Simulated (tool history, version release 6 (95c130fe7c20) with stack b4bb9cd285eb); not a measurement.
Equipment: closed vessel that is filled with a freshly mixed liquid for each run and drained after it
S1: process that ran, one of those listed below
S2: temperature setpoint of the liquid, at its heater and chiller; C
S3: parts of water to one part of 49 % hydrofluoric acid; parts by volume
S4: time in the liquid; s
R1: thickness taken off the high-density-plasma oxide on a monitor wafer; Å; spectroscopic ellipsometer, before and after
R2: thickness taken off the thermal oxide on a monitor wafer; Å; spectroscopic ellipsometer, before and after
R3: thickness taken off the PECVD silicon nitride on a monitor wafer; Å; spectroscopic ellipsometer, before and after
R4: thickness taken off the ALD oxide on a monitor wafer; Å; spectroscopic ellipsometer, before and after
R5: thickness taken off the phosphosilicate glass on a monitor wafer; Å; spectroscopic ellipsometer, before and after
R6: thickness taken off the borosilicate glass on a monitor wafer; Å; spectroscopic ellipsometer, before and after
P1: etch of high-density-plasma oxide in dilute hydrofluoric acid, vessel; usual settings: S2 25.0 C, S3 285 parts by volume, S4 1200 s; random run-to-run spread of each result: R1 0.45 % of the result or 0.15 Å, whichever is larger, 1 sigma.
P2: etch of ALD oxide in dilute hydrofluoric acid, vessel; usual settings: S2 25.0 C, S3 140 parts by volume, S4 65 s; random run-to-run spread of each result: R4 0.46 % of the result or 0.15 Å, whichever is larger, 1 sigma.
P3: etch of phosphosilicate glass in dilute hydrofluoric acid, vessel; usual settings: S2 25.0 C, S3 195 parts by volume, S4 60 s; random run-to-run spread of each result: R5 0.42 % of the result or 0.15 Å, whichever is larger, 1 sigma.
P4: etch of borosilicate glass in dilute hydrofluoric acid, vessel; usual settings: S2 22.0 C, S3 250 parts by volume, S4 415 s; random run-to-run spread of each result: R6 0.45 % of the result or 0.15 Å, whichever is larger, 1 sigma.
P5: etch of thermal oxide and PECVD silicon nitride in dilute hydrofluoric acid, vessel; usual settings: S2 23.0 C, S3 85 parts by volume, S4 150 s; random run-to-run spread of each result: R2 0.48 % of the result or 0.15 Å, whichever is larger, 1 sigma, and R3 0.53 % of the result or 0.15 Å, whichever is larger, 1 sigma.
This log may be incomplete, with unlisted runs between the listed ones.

Run 1, hour 14.2: S1 P1, S2 25.0 C, S3 285 parts by volume, S4 1200 s. Result: R1 244.850 Å.
Run 2, hour 26.0: S1 P1, S2 25.0 C, S3 410 parts by volume, S4 1200 s. Result: R1 150.310 Å.
Run 3, hour 37.4: S1 P5, S2 23.0 C, S3 85 parts by volume, S4 150 s. Result: R2 81.675 Å, R3 43.802 Å.
Run 4, hour 50.9: S1 P2, S2 25.0 C, S3 30 parts by volume, S4 65 s. Result: R4 247.910 Å.
Run 5, hour 60.8: S1 P1, S2 25.0 C, S3 470 parts by volume, S4 2055 s. Result: R1 212.990 Å.
Run 6, hour 73.3: S1 P1, S2 25.0 C, S3 285 parts by volume, S4 225 s. Result: R1 46.085 Å.
Run 7, hour 81.2: S1 P3, S2 18.5 C, S3 195 parts by volume, S4 60 s. Result: R5 193.22 Å.
Run 8, hour 88.0: S1 P5, S2 23.0 C, S3 85 parts by volume, S4 150 s. Result: R2 82.334 Å, R3 43.879 Å.
At hour 93.7: thermometer replaced.
Run 9, hour 95.3: S1 P1, S2 25.0 C, S3 90 parts by volume, S4 1200 s. Result: R1 969.460 Å.
Run 10, hour 104.5: S1 P1, S2 29.0 C, S3 285 parts by volume, S4 1200 s. Result: R1 282.100 Å.
Run 11, hour 112.1: S1 P1, S2 33.0 C, S3 285 parts by volume, S4 2000 s. Result: R1 530.760 Å.
Run 12, hour 119.0: S1 P4, S2 22.0 C, S3 250 parts by volume, S4 610 s. Result: R6 622.56 Å.
Run 13, hour 125.9: S1 P5, S2 23.0 C, S3 85 parts by volume, S4 250 s. Result: R2 136.660 Å, R3 72.790 Å.
Run 14, hour 139.9: S1 P1, S2 25.0 C, S3 285 parts by volume, S4 1200 s. Result: R1 248.830 Å.
Run 15, hour 149.7: S1 P2, S2 18.0 C, S3 140 parts by volume, S4 65 s. Result: R4 35.018 Å.
Run 16, hour 160.4: S1 P2, S2 25.0 C, S3 140 parts by volume, S4 100 s. Result: R4 70.645 Å.
Run 17, hour 167.4: S1 P1, S2 20.0 C, S3 285 parts by volume, S4 1200 s. Result: R1 204.510 Å.
Run 18, hour 176.7: S1 P5, S2 23.0 C, S3 135 parts by volume, S4 150 s. Result: R2 48.863 Å, R3 27.893 Å.
Run 19, hour 186.9: S1 P2, S2 25.0 C, S3 140 parts by volume, S4 65 s. Result: R4 45.524 Å.
Run 20, hour 200.7: S1 P1, S2 25.0 C, S3 285 parts by volume, S4 1200 s. Result: R1 244.190 Å.
Run 21, hour 212.6: S1 P3, S2 25.0 C, S3 195 parts by volume, S4 30 s. Result: R5 123.28 Å.
Run 22, hour 221.4: S1 P4, S2 28.5 C, S3 250 parts by volume, S4 415 s. Result: R6 527.94 Å.
Run 23, hour 235.5: S1 P5, S2 29.5 C, S3 85 parts by volume, S4 150 s. Result: R2 105.650 Å, R3 66.586 Å.
Run 24, hour 243.0: S1 P4, S2 22.0 C, S3 250 parts by volume, S4 415 s. Result: R6 423.23 Å.
Run 25, hour 256.7: S1 P2, S2 25.0 C, S3 140 parts by volume, S4 65 s. Result: R4 45.484 Å.
Run 26, hour 270.3: S1 P3, S2 25.0 C, S3 195 parts by volume, S4 60 s. Result: R5 248.00 Å.
Run 27, hour 281.1: S1 P3, S2 25.0 C, S3 195 parts by volume, S4 60 s. Result: R5 246.89 Å.
Run 28, hour 288.7: S1 P4, S2 22.0 C, S3 150 parts by volume, S4 415 s. Result: R6 772.47 Å.
Run 29, hour 300.8: S1 P1, S2 25.0 C, S3 415 parts by volume, S4 1660 s. Result: R1 206.090 Å.
Run 30, hour 311.4: S1 P1, S2 25.0 C, S3 285 parts by volume, S4 1200 s. Result: R1 246.960 Å.
Run 31, hour 321.2: S1 P3, S2 25.0 C, S3 75 parts by volume, S4 60 s. Result: R5 742.88 Å.
Run 32, hour 331.2: S1 P1, S2 25.0 C, S3 285 parts by volume, S4 2000 s. Result: R1 411.650 Å.
Run 33, hour 337.7: S1 P1, S2 25.0 C, S3 285 parts by volume, S4 1200 s. Result: R1 244.890 Å.
Run 34, hour 349.1: S1 P1, S2 25.0 C, S3 285 parts by volume, S4 1200 s. Result: R1 237.090 Å.
Run 35, hour 357.0: S1 P1, S2 25.0 C, S3 285 parts by volume, S4 1200 s. Result: R1 235.600 Å.
Run 36, hour 368.6: S1 P1, S2 25.0 C, S3 285 parts by volume, S4 1200 s. Result: R1 234.000 Å.
Run 37, hour 377.3: S1 P1, S2 25.0 C, S3 285 parts by volume, S4 1200 s. Result: R1 230.320 Å.
Run 38, hour 391.4: S1 P1, S2 25.0 C, S3 285 parts by volume, S4 1200 s. Result: R1 230.720 Å.
Run 39, hour 401.1: S1 P1, S2 25.0 C, S3 285 parts by volume, S4 1200 s. Result: R1 231.220 Å.

The log shows P1 creeping away from where it was. Any of the 2 causes listed here, at the size stated for it, fits the log just as well as the others:
A: hydrofluoric acid flow below the setpoint (%) = 4.6
B: liquid colder than its thermometer reads (K) = 1.74
At approximately hour 337.7, the process output began to creep.

4 check runs are offered, one wafer each, their results left as question marks. Which one tells the causes apart?
Run check 1, hour 410.8: S1 P5, S2 23.0 C, S3 85 parts by volume, S4 150 s. Result: R2 ?, R3 ?.
Run check 2, hour 410.8: S1 P4, S2 22.0 C, S3 250 parts by volume, S4 415 s. Result: R6 ?.
Run check 3, hour 410.8: S1 P3, S2 25.0 C, S3 195 parts by volume, S4 60 s. Result: R5 ?.
Run check 4, hour 410.8: S1 P2, S2 25.0 C, S3 140 parts by volume, S4 65 s. Result: R4 ?.

Expected result of each check under each candidate cause:
  check  result    if A    if B
check 1      R2  77.949  76.503
check 1      R3  41.808  38.949
check 2      R6  398.76  396.50
check 3      R5  233.23  231.60
check 4      R4  43.399  42.888
Minimum pairwise separation of causes per check, each pair taken at its best-separating result: check 1 7.08 %; check 2 0.57 %; check 3 0.7 %; check 4 1.18 %
Only in check 1 would the causes give clearly different results; in the remaining checks their results would be nearly the same.

With check 1 done, the readings were: R2 76.933 Å; R3 39.009 Å. Identify which of the listed causes applies.

It was cause B: liquid colder than its thermometer reads (K).
